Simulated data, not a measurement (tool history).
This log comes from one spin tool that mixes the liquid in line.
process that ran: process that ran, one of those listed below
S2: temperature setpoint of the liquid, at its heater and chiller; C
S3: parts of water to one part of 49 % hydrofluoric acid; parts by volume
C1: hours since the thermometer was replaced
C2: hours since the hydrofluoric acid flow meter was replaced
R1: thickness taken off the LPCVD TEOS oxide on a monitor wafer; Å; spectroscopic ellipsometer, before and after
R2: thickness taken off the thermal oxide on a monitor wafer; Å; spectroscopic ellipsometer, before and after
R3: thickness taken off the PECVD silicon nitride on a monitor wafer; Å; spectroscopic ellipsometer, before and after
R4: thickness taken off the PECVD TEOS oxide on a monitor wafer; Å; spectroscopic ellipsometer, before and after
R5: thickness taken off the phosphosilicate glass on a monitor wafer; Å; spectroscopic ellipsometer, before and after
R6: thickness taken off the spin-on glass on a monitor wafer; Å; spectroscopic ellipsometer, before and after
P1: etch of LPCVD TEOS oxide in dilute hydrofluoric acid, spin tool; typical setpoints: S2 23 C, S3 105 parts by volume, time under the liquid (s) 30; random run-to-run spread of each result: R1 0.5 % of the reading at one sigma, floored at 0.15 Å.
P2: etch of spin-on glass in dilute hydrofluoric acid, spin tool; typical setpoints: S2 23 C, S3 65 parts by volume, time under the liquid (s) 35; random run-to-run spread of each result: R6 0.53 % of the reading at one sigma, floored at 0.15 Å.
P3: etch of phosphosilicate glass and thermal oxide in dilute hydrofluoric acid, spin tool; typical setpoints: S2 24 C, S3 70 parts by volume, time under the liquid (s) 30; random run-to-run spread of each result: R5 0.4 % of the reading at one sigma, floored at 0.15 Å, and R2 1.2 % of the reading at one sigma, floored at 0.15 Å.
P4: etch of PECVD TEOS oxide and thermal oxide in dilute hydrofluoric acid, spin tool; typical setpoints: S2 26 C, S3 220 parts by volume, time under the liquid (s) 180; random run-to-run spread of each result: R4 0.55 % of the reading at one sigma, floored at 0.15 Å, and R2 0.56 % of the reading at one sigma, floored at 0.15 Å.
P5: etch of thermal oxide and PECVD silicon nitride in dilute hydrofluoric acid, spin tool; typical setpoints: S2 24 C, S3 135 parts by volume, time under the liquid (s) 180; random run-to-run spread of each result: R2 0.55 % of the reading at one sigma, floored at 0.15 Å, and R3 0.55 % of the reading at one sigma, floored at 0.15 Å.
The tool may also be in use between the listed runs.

run 1 hour=3.1 | process_that_ran=P1 S2=23 S3=105 time_under_the_liquid_(s)=30 | C1=667.4 C2=1702.5 | R1=121.78
run 2 hour=7 | process_that_ran=P5 S2=24 S3=135 time_under_the_liquid_(s)=180 | C1=671.3 C2=1706.4 | R2=59.822 R3=40.51
run 3 hour=11.7 | process_that_ran=P1 S2=23 S3=145 time_under_the_liquid_(s)=15 | C1=676 C2=1711.1 | R1=42.394
run 4 hour=15.8 | process_that_ran=P4 S2=26 S3=60 time_under_the_liquid_(s)=180 | C1=680.1 C2=1715.2 | R2=156.88 R4=355.22
run 5 hour=20.3 | process_that_ran=P4 S2=21 S3=220 time_under_the_liquid_(s)=180 | C1=684.6 C2=1719.7 | R2=29.39 R4=65.624
run 6 hour=24.5 | process_that_ran=P3 S2=24 S3=70 time_under_the_liquid_(s)=15 | C1=688.8 C2=1723.9 | R2=10.476 R5=368.84
run 7 hour=28.1 | process_that_ran=P1 S2=23 S3=105 time_under_the_liquid_(s)=55 | C1=692.4 C2=1727.5 | R1=226.49
run 8 hour=33.1 | process_that_ran=P1 S2=31 S3=105 time_under_the_liquid_(s)=30 | C1=697.4 C2=1732.5 | R1=166.64
run 9 hour=35.8 | process_that_ran=P1 S2=23 S3=105 time_under_the_liquid_(s)=30 | C1=700.1 C2=1735.2 | R1=121.91
run 10 hour=40.1 | process_that_ran=P2 S2=23 S3=65 time_under_the_liquid_(s)=35 | C1=704.4 C2=1739.5 | R6=230.55
run 11 hour=44.3 | process_that_ran=P1 S2=17 S3=155 time_under_the_liquid_(s)=30 | C1=708.6 C2=1743.7 | R1=61.831
run 12 hour=48.1 | process_that_ran=P2 S2=17.5 S3=65 time_under_the_liquid_(s)=35 | C1=712.4 C2=1747.5 | R6=184.48
run 13 hour=51.5 | process_that_ran=P1 S2=28.5 S3=165 time_under_the_liquid_(s)=30 | C1=715.8 C2=1750.9 | R1=88.879
run 14 hour=56 | process_that_ran=P3 S2=30.5 S3=70 time_under_the_liquid_(s)=30 | C1=720.3 C2=1755.4 | R2=26.487 R5=956.61
run 15 hour=59.5 | process_that_ran=P2 S2=23 S3=65 time_under_the_liquid_(s)=15 | C1=723.8 C2=1758.9 | R6=98.637
run 16 hour=64.3 | process_that_ran=P5 S2=24 S3=235 time_under_the_liquid_(s)=180 | C1=728.6 C2=1763.7 | R2=30.697 R3=23.636
run 17 hour=69.3 | process_that_ran=P4 S2=26 S3=220 time_under_the_liquid_(s)=95 | C1=733.6 C2=1768.7 | R2=18.565 R4=42.082
run 18 hour=73.5 | process_that_ran=P1 S2=23 S3=105 time_under_the_liquid_(s)=30 | C1=737.8 C2=1772.9 | R1=122.79
run 19 hour=78.3 | process_that_ran=P1 S2=23 S3=105 time_under_the_liquid_(s)=30 | C1=742.6 C2=1777.7 | R1=122.34
run 20 hour=81.5 | process_that_ran=P4 S2=26 S3=220 time_under_the_liquid_(s)=180 | C1=745.8 C2=1780.9 | R2=35.175 R4=79.325
run 21 hour=85.3 | process_that_ran=P4 S2=26 S3=220 time_under_the_liquid_(s)=180 | C1=749.6 C2=1784.7 | R2=35.491 R4=79.582
run 22 hour=89.9 | process_that_ran=P3 S2=24 S3=70 time_under_the_liquid_(s)=30 | C1=754.2 C2=1789.3 | R2=21.168 R5=738.51
run 23 hour=92.8 | process_that_ran=P1 S2=23 S3=60 time_under_the_liquid_(s)=30 | C1=757.1 C2=1792.2 | R1=225.71
run 24 hour=96.7 | process_that_ran=P5 S2=24 S3=135 time_under_the_liquid_(s)=335 | C1=761 C2=1796.1 | R2=111.14 R3=75.208
run 25 hour=99.7 | process_that_ran=P2 S2=23 S3=65 time_under_the_liquid_(s)=35 | C1=764 C2=1799.1 | R6=231.22
run 26 hour=103.6 | process_that_ran=P5 S2=28.5 S3=135 time_under_the_liquid_(s)=180 | C1=767.9 C2=1803 | R2=70.64 R3=54.245
run 27 hour=108.6 | process_that_ran=P1 S2=17.5 S3=105 time_under_the_liquid_(s)=30 | C1=772.9 C2=1808 | R1=98.143
run 28 hour=112.1 | process_that_ran=P1 S2=23 S3=105 time_under_the_liquid_(s)=15 | C1=776.4 C2=1811.5 | R1=60.993
run 29 hour=115.2 | process_that_ran=P2 S2=23 S3=20 time_under_the_liquid_(s)=35 | C1=779.5 C2=1814.6 | R6=796.46
run 30 hour=118 | process_that_ran=P1 S2=23 S3=105 time_under_the_liquid_(s)=30 | C1=782.3 C2=1817.4 | R1=121.39
run 31 hour=122 | process_that_ran=P1 S2=23 S3=180 time_under_the_liquid_(s)=30 | C1=786.3 C2=1821.4 | R1=65.755
run 32 hour=126.3 | process_that_ran=P3 S2=24 S3=125 time_under_the_liquid_(s)=30 | C1=790.6 C2=1825.7 | R2=10.519 R5=389.47
run 33 hour=130.3 | process_that_ran=P1 S2=23 S3=105 time_under_the_liquid_(s)=30 | C1=794.6 C2=1829.7 | R1=122.55
run 34 hour=134.1 | process_that_ran=P1 S2=23 S3=105 time_under_the_liquid_(s)=30 | C1=798.4 C2=1833.5 | R1=121.4
run 35 hour=136.4 | process_that_ran=P1 S2=23 S3=105 time_under_the_liquid_(s)=30 | C1=800.7 C2=1835.8 | R1=118.97
run 36 hour=141.1 | process_that_ran=P1 S2=23 S3=105 time_under_the_liquid_(s)=30 | C1=805.4 C2=1840.5 | R1=116.63
run 37 hour=144.6 | process_that_ran=P1 S2=23 S3=105 time_under_the_liquid_(s)=30 | C1=808.9 C2=1844 | R1=115.97
run 38 hour=149.1 | process_that_ran=P1 S2=23 S3=105 time_under_the_liquid_(s)=30 | C1=813.4 C2=1848.5 | R1=113.79
run 39 hour=151.3 | process_that_ran=P1 S2=23 S3=105 time_under_the_liquid_(s)=30 | C1=815.6 C2=1850.7 | R1=113.68
run 40 hour=154.3 | process_that_ran=P1 S2=23 S3=105 time_under_the_liquid_(s)=30 | C1=818.6 C2=1853.7 | R1=113.03
run 41 hour=156.5 | process_that_ran=P1 S2=23 S3=105 time_under_the_liquid_(s)=30 | C1=820.8 C2=1855.9 | R1=114.09
run 42 hour=161.5 | process_that_ran=P1 S2=23 S3=105 time_under_the_liquid_(s)=30 | C1=825.8 C2=1860.9 | R1=113.91

What P1 gives has crept off from where it sat before. The 2 causes that follow fit the log equally well, each at the size noted:
A: liquid colder than its thermometer reads (K) = 1.86
B: hydrofluoric acid flow below the setpoint (%) = 6.41
At approximately hour 134.1, the process output began to creep.

The list below offers 4 check runs, each averaging the results of 2 wafers, and shows each result as a question mark. For which of them would the listed causes give clearly different results?
run check 1 hour=166.5 | process_that_ran=P2 S2=23 S3=40 time_under_the_liquid_(s)=15 | R6=?
run check 2 hour=166.5 | process_that_ran=P3 S2=24 S3=120 time_under_the_liquid_(s)=15 | R2=? R5=?
run check 3 hour=166.5 | process_that_ran=P5 S2=24 S3=180 time_under_the_liquid_(s)=180 | R2=? R3=?
run check 4 hour=166.5 | process_that_ran=P4 S2=22 S3=155 time_under_the_liquid_(s)=180 | R2=? R4=?

Predicted outcomes, by check and by cause:
check=check_1 result=R6 if_A=153.62 if_B=154.93
check=check_2 result=R2 if_A=5.2663 if_B=5.252
check=check_2 result=R5 if_A=188.57 if_B=188.06
check=check_3 result=R2 if_A=39.691 if_B=39.321
check=check_3 result=R3 if_A=26.853 if_B=28.342
check=check_4 result=R2 if_A=43.025 if_B=42.823
check=check_4 result=R4 if_A=97.014 if_B=96.559
Per check, the gap between the least separated pair of causes, taken in the result that splits them most: check 1 0.85 %; check 2 0.27 %; check 3 5.4 %; check 4 0.47 %
Of the check runs offered, only check 3 discriminates between the causes; the rest would read about the same regardless of which cause applies.

Running check 3 produced the following: R2 39.403 Å; R3 28.382 Å. Which one of the listed causes fits?

The cause is B: hydrofluoric acid flow below the setpoint (%).
